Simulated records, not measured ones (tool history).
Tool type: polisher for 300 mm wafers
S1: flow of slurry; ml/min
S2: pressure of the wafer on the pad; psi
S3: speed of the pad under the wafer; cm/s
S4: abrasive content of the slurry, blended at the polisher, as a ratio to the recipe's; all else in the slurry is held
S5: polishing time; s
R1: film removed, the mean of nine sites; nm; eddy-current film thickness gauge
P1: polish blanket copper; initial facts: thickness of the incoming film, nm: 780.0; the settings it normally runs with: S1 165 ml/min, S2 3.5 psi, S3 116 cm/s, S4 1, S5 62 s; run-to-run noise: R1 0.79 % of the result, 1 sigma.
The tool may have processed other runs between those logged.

run   hour   S1   S2   S3    S4  S5      R1
  1   10.2  165  3.5  116     1  62  263.69
  2   17.4  165  3.5  116     1  45  188.63
  3     23  165  4.5  116     1  62  336.33
  4   31.5  165  1.6  116     1  62  118.45
  5   43.9  165  3.5  116     1  62  258.08
  6   50.4  165  3.5  116     1  62  258.07
  7   62.9  220  3.5  116     1  62  274.12
  8   71.7  165  3.5  116     1  81  340.18
  9   82.9  165  3.5  164     1  62  372.33
 10   93.5  165  3.5  116     1  62  260.74
 11  101.4  165  3.5  116     1  62  262.82
 12  108.7  165  3.5  116  0.75  62   244.5
 13  118.6  165  3.5  116  1.45  62  284.99
 14  127.8  165  3.5   52     1  62  116.96
 15  135.3  100  3.5  116     1  62  239.29
 16  142.5  165  3.5  116     1  62  263.62
 17  152.7  165  1.9   82     1  62  100.21
 18  164.8  165  3.5  116     1  62   262.7
 19  176.3  165  3.5  116     1  62  264.62
 20  182.5  165  3.5  116     1  62  257.67
 21  188.8  165  3.5  116     1  62  256.33
 22  200.6  165  3.5  116     1  62   247.8
 23  209.5  165  3.5  116     1  62  245.01
 24  217.1  165  3.5  116     1  62  244.12
 25  227.9  165  3.5  116     1  62  242.95
     234.7  -- head pressure recalibrated
 26  236.1  165  3.5  116     1  62  242.61
     243.8  -- worn pad replaced by a new one
 27  247.9  165  3.5  116     1  62  237.87
 28    255  165  3.5  116     1  62  239.79
 29  264.4  165  3.5  116     1  62  240.82
 30  272.9  165  3.5  116     1  62  239.05

P1 has crept away from where it was. The log is fitted equally well by each of these 2 causes, at the sizes shown:
A: slurry flow missing at the pad, % = 36.4
B: abrasive missing from the slurry, % = 34.6
The creep began at about hour 176.3.
Why every other cause is out:
removal rate lost through wear of the pad, %: serviced at hour 243.8, after the change had begun; the process did not return to its earlier output
head's pressure below its setpoint, %: serviced at hour 234.7, after the change had begun; the process did not return to its earlier output

The list below offers 4 check runs, each averaging the results of 2 wafers, and shows each result as a question mark. For which of them would the listed causes give clearly different results?
check 1  281.4  165  1.7  116  1.45  62   ?
check 2  281.4  100  3.5   54     1  62   ?
check 3  281.4  165  3.5  116  1.35  62   ?
check 4  281.4  165  2.8  116     1  62   ?

Outcome of each check run for each possible cause:
  check  result    if A    if B
check 1      R1   126.2  125.71
check 2      R1  95.999  100.85
check 3      R1  255.72  254.92
check 4      R1  191.62  191.64
Minimum pairwise separation of causes per check, each pair taken at its best-separating result: check 1 0.39 %; check 2 4.93 %; check 3 0.31 %; check 4 0.01 %
Only in check 2 would the causes give clearly different results; in the remaining checks their results would be nearly the same.

Check 2 was then run and gave: R1 100.56 nm. Which cause is it?

The cause is B: abrasive missing from the slurry, %.
